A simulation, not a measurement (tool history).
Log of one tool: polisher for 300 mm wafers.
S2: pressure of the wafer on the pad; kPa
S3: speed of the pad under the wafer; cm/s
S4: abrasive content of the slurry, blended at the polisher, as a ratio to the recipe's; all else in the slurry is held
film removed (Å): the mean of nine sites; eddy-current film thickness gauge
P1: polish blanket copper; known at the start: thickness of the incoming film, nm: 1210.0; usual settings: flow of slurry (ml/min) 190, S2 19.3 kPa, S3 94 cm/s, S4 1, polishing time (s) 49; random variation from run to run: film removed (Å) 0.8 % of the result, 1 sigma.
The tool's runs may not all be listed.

Run 1, hour 10.4: flow of slurry (ml/min) 190, S2 19.3 kPa, S3 94 cm/s, S4 1, polishing time (s) 49. Result: film removed (Å) 1224.8.
Run 2, hour 28.5: flow of slurry (ml/min) 190, S2 19.3 kPa, S3 94 cm/s, S4 1, polishing time (s) 49. Result: film removed (Å) 1212.
Run 3, hour 39.5: flow of slurry (ml/min) 190, S2 19.3 kPa, S3 94 cm/s, S4 1.45, polishing time (s) 49. Result: film removed (Å) 1338.4.
Run 4, hour 49.1: flow of slurry (ml/min) 190, S2 28.3 kPa, S3 94 cm/s, S4 1, polishing time (s) 49. Result: film removed (Å) 1793.
Run 5, hour 59.8: flow of slurry (ml/min) 190, S2 19.3 kPa, S3 94 cm/s, S4 1, polishing time (s) 49. Result: film removed (Å) 1215.6.
Run 6, hour 72.2: flow of slurry (ml/min) 190, S2 19.3 kPa, S3 44 cm/s, S4 1, polishing time (s) 49. Result: film removed (Å) 576.21.
Run 7, hour 88: flow of slurry (ml/min) 190, S2 19.3 kPa, S3 94 cm/s, S4 1, polishing time (s) 49. Result: film removed (Å) 1235.7.
Run 8, hour 103.9: flow of slurry (ml/min) 285, S2 19.3 kPa, S3 94 cm/s, S4 1, polishing time (s) 49. Result: film removed (Å) 1269.2.
Run 9, hour 120.6: flow of slurry (ml/min) 190, S2 19.3 kPa, S3 138 cm/s, S4 1, polishing time (s) 49. Result: film removed (Å) 1780.5.
Run 10, hour 136.7: flow of slurry (ml/min) 190, S2 26.9 kPa, S3 58 cm/s, S4 1, polishing time (s) 49. Result: film removed (Å) 1047.6.
Run 11, hour 148.2: flow of slurry (ml/min) 190, S2 19.3 kPa, S3 94 cm/s, S4 0.7, polishing time (s) 49. Result: film removed (Å) 1136.6.
Run 12, hour 166.5: flow of slurry (ml/min) 190, S2 19.3 kPa, S3 94 cm/s, S4 1, polishing time (s) 49. Result: film removed (Å) 1218.4.
Run 13, hour 181.2: flow of slurry (ml/min) 115, S2 19.3 kPa, S3 94 cm/s, S4 1, polishing time (s) 49. Result: film removed (Å) 1134.8.
Run 14, hour 199.8: flow of slurry (ml/min) 190, S2 9 kPa, S3 94 cm/s, S4 1, polishing time (s) 49. Result: film removed (Å) 571.92.
Run 15, hour 217.8: flow of slurry (ml/min) 190, S2 19.3 kPa, S3 94 cm/s, S4 1, polishing time (s) 30. Result: film removed (Å) 756.98.
Run 16, hour 234.6: flow of slurry (ml/min) 190, S2 19.3 kPa, S3 94 cm/s, S4 1, polishing time (s) 65. Result: film removed (Å) 1615.5.
Run 17, hour 251.6: flow of slurry (ml/min) 190, S2 19.3 kPa, S3 94 cm/s, S4 1, polishing time (s) 49. Result: film removed (Å) 1213.9.
Run 18, hour 261.8: flow of slurry (ml/min) 190, S2 19.3 kPa, S3 94 cm/s, S4 1, polishing time (s) 49. Result: film removed (Å) 1204.6.
Run 19, hour 275.5: flow of slurry (ml/min) 190, S2 19.3 kPa, S3 94 cm/s, S4 1, polishing time (s) 49. Result: film removed (Å) 1227.
Run 20, hour 293: flow of slurry (ml/min) 190, S2 19.3 kPa, S3 94 cm/s, S4 1, polishing time (s) 49. Result: film removed (Å) 1182.7.
Run 21, hour 306.2: flow of slurry (ml/min) 190, S2 19.3 kPa, S3 94 cm/s, S4 1, polishing time (s) 49. Result: film removed (Å) 1170.5.
Run 22, hour 321.2: flow of slurry (ml/min) 190, S2 19.3 kPa, S3 94 cm/s, S4 1, polishing time (s) 49. Result: film removed (Å) 1129.6.
Run 23, hour 333.5: flow of slurry (ml/min) 190, S2 19.3 kPa, S3 94 cm/s, S4 1, polishing time (s) 49. Result: film removed (Å) 1135.
Run 24, hour 345.5: flow of slurry (ml/min) 190, S2 19.3 kPa, S3 94 cm/s, S4 1, polishing time (s) 49. Result: film removed (Å) 1111.2.
Run 25, hour 356.5: flow of slurry (ml/min) 190, S2 19.3 kPa, S3 94 cm/s, S4 1, polishing time (s) 49. Result: film removed (Å) 1118.6.
At hour 360.2: head pressure recalibrated.
Run 26, hour 372.6: flow of slurry (ml/min) 190, S2 19.3 kPa, S3 94 cm/s, S4 1, polishing time (s) 49. Result: film removed (Å) 1114.
Run 27, hour 388.2: flow of slurry (ml/min) 190, S2 19.3 kPa, S3 94 cm/s, S4 1, polishing time (s) 49. Result: film removed (Å) 1125.9.
At hour 389.7: slurry blender recalibrated.
Run 28, hour 405.5: flow of slurry (ml/min) 190, S2 19.3 kPa, S3 94 cm/s, S4 1, polishing time (s) 49. Result: film removed (Å) 1115.2.

Forecast run 29:
Run 29, hour 418.6: flow of slurry (ml/min) 190, S2 19.3 kPa, S3 94 cm/s, S4 1, polishing time (s) 49. Result: film removed (Å) ?.

Run 29 gave film removed (Å) 1130.7.
